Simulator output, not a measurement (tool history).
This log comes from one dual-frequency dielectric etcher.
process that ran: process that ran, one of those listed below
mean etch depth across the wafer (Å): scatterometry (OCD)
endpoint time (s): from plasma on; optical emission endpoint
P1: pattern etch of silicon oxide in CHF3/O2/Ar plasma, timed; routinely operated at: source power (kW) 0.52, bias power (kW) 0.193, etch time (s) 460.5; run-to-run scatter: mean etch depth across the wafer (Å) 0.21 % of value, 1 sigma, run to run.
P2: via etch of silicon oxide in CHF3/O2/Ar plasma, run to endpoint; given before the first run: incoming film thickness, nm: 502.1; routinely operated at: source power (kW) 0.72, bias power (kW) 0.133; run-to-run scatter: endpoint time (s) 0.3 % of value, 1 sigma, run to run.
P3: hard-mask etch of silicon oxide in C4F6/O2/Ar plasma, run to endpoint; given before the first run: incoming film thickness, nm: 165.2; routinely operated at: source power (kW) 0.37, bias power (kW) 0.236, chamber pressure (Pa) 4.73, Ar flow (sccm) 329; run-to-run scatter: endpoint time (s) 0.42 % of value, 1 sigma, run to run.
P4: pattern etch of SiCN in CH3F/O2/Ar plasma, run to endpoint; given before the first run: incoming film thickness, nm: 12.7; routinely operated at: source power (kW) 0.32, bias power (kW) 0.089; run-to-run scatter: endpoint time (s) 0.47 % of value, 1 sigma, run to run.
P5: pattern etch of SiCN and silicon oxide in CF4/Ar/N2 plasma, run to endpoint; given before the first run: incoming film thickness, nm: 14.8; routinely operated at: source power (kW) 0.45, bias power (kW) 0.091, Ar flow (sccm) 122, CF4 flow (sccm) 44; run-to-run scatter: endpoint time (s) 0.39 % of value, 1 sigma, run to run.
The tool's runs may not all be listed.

| run | hour | process that ran | source power (kW) | bias power (kW) | etch time (s) | chamber pressure (Pa) | Ar flow (sccm) | CF4 flow (sccm) | hours since the last wet clean | hours since the last source power generator calibration | hours since the last bias power generator calibration | mean etch depth across the wafer (Å) | endpoint time (s) |
|---|---|---|---|---|---|---|---|---|---|---|---|---|---|
| 1 | 2.7 | P1 | 0.52 | 0.193 | 460.5 |  |  |  | 269.3 | 599.6 | 1519.8 | 9125.2 |  |
| 2 | 5.6 | P1 | 0.37 | 0.193 | 460.5 |  |  |  | 272.2 | 602.5 | 1522.7 | 8071.7 |  |
| 3 | 9.3 | P2 | 0.72 | 0.173 |  |  |  |  | 275.9 | 606.2 | 1526.4 |  | 241.78 |
| 4 | 14.4 | P4 | 0.32 | 0.089 |  |  |  |  | 281 | 611.3 | 1531.5 |  | 33.707 |
| 5 | 19.3 | P1 | 0.52 | 0.193 | 260 |  |  |  | 285.9 | 616.2 | 1536.4 | 5157.5 |  |
| 6 | 24.1 | P3 | 0.25 | 0.236 |  | 4.73 | 329 |  | 290.7 | 621 | 1541.2 |  | 59.772 |
| 7 | 29.4 | P2 | 0.47 | 0.133 |  |  |  |  | 296 | 626.3 | 1546.5 |  | 313.44 |
| 8 | 34.2 | P3 | 0.37 | 0.236 |  | 3.67 | 329 |  | 300.8 | 631.1 | 1551.3 |  | 50.034 |
| 9 | 36.9 | P1 | 0.39 | 0.12 | 460.5 |  |  |  | 303.5 | 633.8 | 1554 | 6971.3 |  |
| 10 | 41.8 | P1 | 0.52 | 0.244 | 460.5 |  |  |  | 308.4 | 638.7 | 1558.9 | 9907 |  |
| 11 | 46.8 | P5 | 0.45 | 0.057 |  |  | 122 | 44 | 313.4 | 643.7 | 1563.9 |  | 19.988 |
|  | 49.7 | bias power generator calibrated |
| 12 | 49.8 | P1 | 0.52 | 0.149 | 460.5 |  |  |  | 316.4 | 646.7 | 0.1 | 8382.1 |  |
| 13 | 54.8 | P1 | 0.52 | 0.193 | 460.5 |  |  |  | 321.4 | 651.7 | 5.1 | 9109.5 |  |
| 14 | 58.8 | P1 | 0.52 | 0.193 | 460.5 |  |  |  | 325.4 | 655.7 | 9.1 | 9129.3 |  |
| 15 | 63.9 | P1 | 0.52 | 0.193 | 460.5 |  |  |  | 330.5 | 660.8 | 14.2 | 9111.5 |  |
| 16 | 66.8 | P3 | 0.37 | 0.236 |  | 4.73 | 329 |  | 333.4 | 663.7 | 17.1 |  | 51.505 |
| 17 | 69.1 | P5 | 0.45 | 0.091 |  |  | 122 | 60 | 335.7 | 666 | 19.4 |  | 15.952 |
| 18 | 74.5 | P4 | 0.4 | 0.089 |  |  |  |  | 341.1 | 671.4 | 24.8 |  | 30.781 |
| 19 | 77.3 | P5 | 0.63 | 0.091 |  |  | 122 | 44 | 343.9 | 674.2 | 27.6 |  | 12.459 |
| 20 | 80.9 | P3 | 0.37 | 0.308 |  | 4.73 | 329 |  | 347.5 | 677.8 | 31.2 |  | 46.803 |
| 21 | 85.5 | P5 | 0.45 | 0.091 |  |  | 160 | 44 | 352.1 | 682.4 | 35.8 |  | 17.393 |
| 22 | 89.1 | P1 | 0.52 | 0.193 | 635.5 |  |  |  | 355.7 | 686 | 39.4 | 12624 |  |
| 23 | 91.4 | P3 | 0.37 | 0.236 |  | 4.73 | 210 |  | 358 | 688.3 | 41.7 |  | 48.951 |
| 24 | 94.7 | P2 | 0.72 | 0.133 |  |  |  |  | 361.3 | 691.6 | 45 |  | 266.03 |
| 25 | 97.6 | P1 | 0.64 | 0.193 | 307 |  |  |  | 364.2 | 694.5 | 47.9 | 6584.6 |  |
| 26 | 100.7 | P1 | 0.52 | 0.193 | 460.5 |  |  |  | 367.3 | 697.6 | 51 | 9132.7 |  |
| 27 | 103.5 | P1 | 0.64 | 0.193 | 460.5 |  |  |  | 370.1 | 700.4 | 53.8 | 9910.2 |  |
| 28 | 108.8 | P4 | 0.32 | 0.124 |  |  |  |  | 375.4 | 705.7 | 59.1 |  | 29.507 |
| 29 | 113.6 | P5 | 0.45 | 0.091 |  |  | 122 | 44 | 380.2 | 710.5 | 63.9 |  | 16.702 |
| 30 | 116.8 | P1 | 0.52 | 0.193 | 460.5 |  |  |  | 383.4 | 713.7 | 67.1 | 9087.1 |  |
| 31 | 121.8 | P1 | 0.52 | 0.193 | 460.5 |  |  |  | 388.4 | 718.7 | 72.1 | 9207.2 |  |

Predict the results of run 32:
| 32 | 124.5 | P1 | 0.52 | 0.193 | 460.5 |  |  |  | 391.1 | 721.4 | 74.8 | ? |  |

Run 32 produced mean etch depth across the wafer (Å) 9206.3.
